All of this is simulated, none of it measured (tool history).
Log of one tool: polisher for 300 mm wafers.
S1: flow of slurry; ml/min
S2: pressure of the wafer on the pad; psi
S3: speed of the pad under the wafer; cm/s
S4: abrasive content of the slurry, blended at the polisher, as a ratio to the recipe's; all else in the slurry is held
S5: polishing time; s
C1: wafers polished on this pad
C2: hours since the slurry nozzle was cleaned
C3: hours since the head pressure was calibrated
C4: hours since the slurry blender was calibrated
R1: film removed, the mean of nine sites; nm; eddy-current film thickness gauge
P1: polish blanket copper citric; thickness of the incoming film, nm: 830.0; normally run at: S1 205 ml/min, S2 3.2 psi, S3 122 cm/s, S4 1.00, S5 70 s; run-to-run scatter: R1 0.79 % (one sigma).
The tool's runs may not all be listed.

run  hour   S1   S2   S3    S4  S5    C1     C2     C3     C4       R1
  1   2.5  205  3.2  122  1.00  70   689  427.1  361.7  301.6  208.420
  2   5.9  205  1.4  122  1.00  70   736  430.5  365.1  305.0   93.794
  3  11.1  205  3.2  122  0.60  70   808  435.7  370.3  310.2  188.350
  4  15.8  205  3.2  158  1.25  70   873  440.4  375.0  314.9  280.870
  5  20.3  205  3.2   62  1.00  70   935  444.9  379.5  319.4  110.550
  6  25.5  205  3.2  122  1.00  96  1006  450.1  384.7  324.6  287.390
  7  27.9  205  4.4  122  0.70  70  1039  452.5  387.1  327.0  263.710
  8  32.4  205  3.2  122  1.00  40  1101  457.0  391.6  331.5  118.590
  9  35.9  205  3.2  122  1.00  70  1150  460.5  395.1  335.0  209.570
 10  40.4  205  3.2  122  1.00  70  1212  465.0  399.6  339.5  208.790
 11  42.7  295  3.2  122  1.00  70  1243  467.3  401.9  341.8  219.480
 12  47.5  125  3.2  122  1.00  70  1310  472.1  406.7  346.6  192.150
 13  51.9  205  3.2  122  1.00  70  1370  476.5  411.1  351.0  207.030
 14  55.0  205  4.7  122  1.00  70  1413  479.6  414.2  354.1  302.000
 15  60.0  205  3.2  122  1.00  70  1482  484.6  419.2  359.1  206.320
 16  63.7  205  3.2  122  1.00  70  1533  488.3  422.9  362.8  209.860
 17  67.2  205  3.2   78  0.80  70  1581  491.8  426.4  366.3  128.610
     68.4  -- worn pad replaced by a new one
 18  70.6  205  3.2  182  1.00  70    30  495.2  429.8  369.7  311.890
 19  75.5  205  3.2  122  1.50  70    98  500.1  434.7  374.6  228.970
 20  79.6  205  3.2  122  1.00  70   154  504.2  438.8  378.7  208.220
 21  83.8  205  3.2  122  1.00  70   212  508.4  443.0  382.9  203.590
 22  87.4  205  3.2  122  1.00  70   262  512.0  446.6  386.5  199.820
 23  90.6  205  3.2  122  1.00  70   306  515.2  449.8  389.7  196.640
 24  93.1  205  3.2  122  1.00  70   340  517.7  452.3  392.2  196.640
 25  96.7  205  3.2  122  1.00  70   390  521.3  455.9  395.8  196.670

Run 26 comes next. What will it give?
     97.0  -- slurry blender recalibrated
 26  99.3  205  3.2  122  1.00  70  426  523.9  458.5  2.3   ?

R1: 195.610 nm
